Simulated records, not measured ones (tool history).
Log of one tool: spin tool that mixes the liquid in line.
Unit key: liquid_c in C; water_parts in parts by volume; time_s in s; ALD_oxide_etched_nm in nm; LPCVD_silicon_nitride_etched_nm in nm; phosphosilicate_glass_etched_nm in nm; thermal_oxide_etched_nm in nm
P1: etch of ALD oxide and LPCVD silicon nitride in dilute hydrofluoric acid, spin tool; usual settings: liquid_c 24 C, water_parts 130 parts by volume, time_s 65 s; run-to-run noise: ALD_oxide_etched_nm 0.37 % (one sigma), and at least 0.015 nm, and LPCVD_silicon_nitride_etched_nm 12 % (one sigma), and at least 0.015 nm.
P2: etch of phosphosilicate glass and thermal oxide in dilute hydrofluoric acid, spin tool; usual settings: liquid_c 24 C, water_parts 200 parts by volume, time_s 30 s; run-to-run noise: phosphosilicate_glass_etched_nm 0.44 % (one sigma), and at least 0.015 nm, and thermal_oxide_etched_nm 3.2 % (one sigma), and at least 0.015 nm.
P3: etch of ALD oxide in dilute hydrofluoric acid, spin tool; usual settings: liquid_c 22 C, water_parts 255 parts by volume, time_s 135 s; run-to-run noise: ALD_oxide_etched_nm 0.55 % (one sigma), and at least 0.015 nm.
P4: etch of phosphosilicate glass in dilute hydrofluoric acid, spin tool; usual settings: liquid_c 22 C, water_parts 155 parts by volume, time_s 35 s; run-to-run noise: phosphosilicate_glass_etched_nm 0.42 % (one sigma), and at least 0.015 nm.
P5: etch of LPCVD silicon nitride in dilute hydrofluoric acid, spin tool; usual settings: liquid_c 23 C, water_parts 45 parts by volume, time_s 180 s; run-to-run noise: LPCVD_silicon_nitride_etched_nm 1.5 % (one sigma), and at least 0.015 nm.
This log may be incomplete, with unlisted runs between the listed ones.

| run | hour | process | liquid_c | water_parts | time_s | hours since the thermometer was replaced | hours since the hydrofluoric acid flow meter was replaced | ALD_oxide_etched_nm | LPCVD_silicon_nitride_etched_nm | phosphosilicate_glass_etched_nm | thermal_oxide_etched_nm |
|---|---|---|---|---|---|---|---|---|---|---|---|
| 1 | 11.1 | P1 | 24 | 130 | 65 | 711.5 | 750.7 | 11.531 | 0.21868 |  |  |
| 2 | 27 | P4 | 22 | 35 | 35 | 727.4 | 766.6 |  |  | 58.978 |  |
| 3 | 37.2 | P1 | 24 | 130 | 65 | 737.6 | 776.8 | 11.585 | 0.27655 |  |  |
| 4 | 47.8 | P1 | 24 | 130 | 105 | 748.2 | 787.4 | 18.794 | 0.37386 |  |  |
| 5 | 56.9 | P2 | 24 | 295 | 30 | 757.3 | 796.5 |  |  | 7.7774 | 0.40228 |
| 6 | 67.2 | P1 | 17 | 85 | 65 | 767.6 | 806.8 | 14.053 | 0.20647 |  |  |
| 7 | 80.4 | P4 | 22 | 155 | 35 | 780.8 | 820 |  |  | 11.632 |  |
| 8 | 87.9 | P1 | 24 | 30 | 65 | 788.3 | 827.5 | 57 | 0.89238 |  |  |
| 9 | 103.2 | P4 | 17 | 155 | 35 | 803.6 | 842.8 |  |  | 9.5051 |  |
| 10 | 112 | P1 | 24 | 225 | 95 | 812.4 | 851.6 | 8.8633 | 0.14401 |  |  |
| 11 | 120.7 | P3 | 22 | 35 | 135 | 821.1 | 860.3 | 37.571 |  |  |  |
| 12 | 134.9 | P1 | 29.5 | 130 | 65 | 835.3 | 874.5 | 14.367 | 0.33933 |  |  |
| 13 | 142.4 | P5 | 23 | 65 | 180 | 842.8 | 882 |  | 1.1214 |  |  |
| 14 | 154.4 | P3 | 22 | 255 | 135 | 854.8 | 894 | 3.996 |  |  |  |
| 15 | 162.8 | P3 | 22 | 255 | 205 | 863.2 | 902.4 | 6.1276 |  |  |  |
| 16 | 170.2 | P5 | 23 | 45 | 180 | 870.6 | 909.8 |  | 1.6256 |  |  |
| 17 | 177.7 | P4 | 22 | 155 | 15 | 878.1 | 917.3 |  |  | 4.9642 |  |
| 18 | 187.2 | P1 | 24 | 130 | 65 | 887.6 | 926.8 | 11.607 | 0.17685 |  |  |
| 19 | 197 | P5 | 23 | 45 | 55 | 897.4 | 936.6 |  | 0.48248 |  |  |
|  | 200.1 | thermometer replaced |
| 20 | 204.4 | P5 | 31 | 45 | 180 | 4.3 | 944 |  | 2.8131 |  |  |
| 21 | 219.5 | P2 | 24 | 200 | 55 | 19.4 | 959.1 |  |  | 23.318 | 1.1399 |
| 22 | 227.9 | P1 | 24 | 130 | 65 | 27.8 | 967.5 | 11.619 | 0.22872 |  |  |
|  | 230.4 | hydrofluoric acid flow meter replaced |
| 23 | 240.2 | P1 | 18.5 | 130 | 65 | 40.1 | 9.9 | 9.2915 | 0.16669 |  |  |
| 24 | 251.9 | P3 | 29.5 | 255 | 135 | 51.8 | 21.6 | 5.1786 |  |  |  |
| 25 | 261 | P2 | 24 | 200 | 30 | 60.9 | 30.7 |  |  | 12.86 | 0.67722 |
| 26 | 276.1 | P1 | 24 | 130 | 15 | 76 | 45.8 | 2.659 | 0.063174 |  |  |
| 27 | 290.1 | P1 | 24 | 235 | 65 | 90 | 59.8 | 5.7046 | 0.092175 |  |  |
| 28 | 299.3 | P1 | 24 | 130 | 65 | 99.2 | 69 | 11.583 | 0.18758 |  |  |
| 29 | 309.3 | P2 | 17 | 200 | 30 | 109.2 | 79 |  |  | 9.6984 | 0.47094 |
| 30 | 323.6 | P4 | 22 | 155 | 35 | 123.5 | 93.3 |  |  | 11.591 |  |
| 31 | 335 | P1 | 24 | 130 | 65 | 134.9 | 104.7 | 11.555 | 0.24855 |  |  |
| 32 | 343.6 | P1 | 24 | 130 | 65 | 143.5 | 113.3 | 11.914 | 0.24829 |  |  |
| 33 | 358 | P1 | 24 | 130 | 65 | 157.9 | 127.7 | 12.169 | 0.28701 |  |  |
| 34 | 365.8 | P1 | 24 | 130 | 65 | 165.7 | 135.5 | 12.235 | 0.25397 |  |  |
| 35 | 381.1 | P1 | 24 | 130 | 65 | 181 | 150.8 | 12.24 | 0.29952 |  |  |
| 36 | 391.9 | P1 | 24 | 130 | 65 | 191.8 | 161.6 | 12.315 | 0.24446 |  |  |
| 37 | 400.9 | P1 | 24 | 130 | 65 | 200.8 | 170.6 | 12.317 | 0.29662 |  |  |
| 38 | 412.5 | P1 | 24 | 130 | 65 | 212.4 | 182.2 | 12.347 | 0.22842 |  |  |
| 39 | 423.3 | P1 | 24 | 130 | 65 | 223.2 | 193 | 12.385 | 0.16407 |  |  |

P1 has crept away from where it was. The log is fitted equally well by each of these 2 causes, at the sizes shown:
A: liquid hotter than its thermometer reads (K) = 1.7
B: hydrofluoric acid flow above the setpoint (%) = 5.82
The creep began at about hour 335.

Of the 4 check runs below, each run on 5 wafers with the results averaged and each result still a question mark, which one would tell the listed causes apart?
| check 1 | 434.1 | P5 | 27 | 45 | 180 |  |  |  | ? |  |  |
| check 2 | 434.1 | P4 | 17 | 155 | 15 |  |  |  |  | ? |  |
| check 3 | 434.1 | P3 | 22 | 170 | 190 |  |  | ? |  |  |  |
| check 4 | 434.1 | P2 | 17 | 200 | 45 |  |  |  |  | ? | ? |

Outcome of each check run for each possible cause:
| check | result | if A | if B |
|---|---|---|---|
| check 1 | LPCVD_silicon_nitride_etched_nm | 2.3909 | 2.2599 |
| check 2 | phosphosilicate_glass_etched_nm | 4.3609 | 4.343 |
| check 3 | ALD_oxide_etched_nm | 9.8899 | 9.9066 |
| check 4 | phosphosilicate_glass_etched_nm | 15.612 | 15.604 |
| check 4 | thermal_oxide_etched_nm | 0.80684 | 0.80645 |
Minimum pairwise separation of causes per check, each pair taken at its best-separating result: check 1 5.63 %; check 2 0.41 %; check 3 0.17 %; check 4 0.05 %
The other checks would show nearly matching results whichever cause is true, so check 1 is the only one that separates the causes.

Then check 1 was run and gave: LPCVD_silicon_nitride_etched_nm 2.3938 nm. Which cause is it?

It was cause A: liquid hotter than its thermometer reads (K).
